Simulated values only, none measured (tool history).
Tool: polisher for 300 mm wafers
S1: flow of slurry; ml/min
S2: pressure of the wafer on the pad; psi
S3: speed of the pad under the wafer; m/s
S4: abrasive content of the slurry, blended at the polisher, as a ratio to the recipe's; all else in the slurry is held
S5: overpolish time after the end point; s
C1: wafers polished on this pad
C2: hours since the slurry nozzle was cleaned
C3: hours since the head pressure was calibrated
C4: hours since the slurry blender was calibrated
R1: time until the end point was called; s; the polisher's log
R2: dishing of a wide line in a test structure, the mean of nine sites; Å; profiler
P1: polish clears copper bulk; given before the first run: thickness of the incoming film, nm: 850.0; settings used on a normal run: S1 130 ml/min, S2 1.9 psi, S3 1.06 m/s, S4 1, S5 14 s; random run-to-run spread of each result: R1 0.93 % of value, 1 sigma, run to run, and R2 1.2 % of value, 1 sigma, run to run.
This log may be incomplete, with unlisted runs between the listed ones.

run   hour   S1   S2    S3    S4  S5    C1     C2     C3     C4      R1      R2
  1   11.3  130  1.9  1.06     1  14   487  586.8  165.5  255.4  127.11  567.89
  2   22.5  130  1.9  1.06     1  14   579    598  176.7  266.6  129.79  556.21
  3   28.1  130  1.9  1.06     1  14   626  603.6  182.3  272.2  129.03  567.71
  4     38  200  1.9  1.06     1  14   708  613.5  192.2  282.1  118.16  604.15
      43.2  -- head pressure recalibrated
  5   48.7  130  1.9  0.62     1  14   797  624.2    5.5  292.8  213.28  370.24
  6     59  130  1.9  1.06     1  14   882  634.5   15.8  303.1  128.92  567.85
  7   68.5  130  1.9  1.66     1  14   961    644   25.3  312.6  81.335  767.32
  8   78.8  130  1.9  1.06     1  14  1046  654.3   35.6  322.9  129.21  565.97
  9   85.6  130  1.9  1.06  1.45  14  1103  661.1   42.4  329.7  118.72  608.08
 10   96.2  130  1.9  1.06     1   4  1190  671.7     53  340.3  128.34  200.35
 11  102.6  130  1.9  1.06     1  20  1243  678.1   59.4  346.7  127.47  711.65
 12  113.7  130  1.9  1.06  0.75  14  1335  689.2   70.5  357.8  137.19  533.37
 13  118.9  130    1  1.06     1  14  1379  694.4   75.7    363  244.02  319.53
 14    129  130  1.9  1.06     1  14  1462  704.5   85.8  373.1  128.73  569.67
 15  135.1  185  1.9  1.06     1  20  1513  710.6   91.9  379.2  121.13  752.54
 16  145.3   95  1.9  1.06     1  14  1597  720.8  102.1  389.4  137.06  529.73
 17    154  130  2.5  1.06     1  14  1669  729.5  110.8  398.1  97.711   716.9

Predict the results of run 18:
 18  160.2  130  1.9  1.06   1  14  1721  735.7  117  404.3   ?   ?

{"run 18": {"R1": 126.89, "R2": 563}}
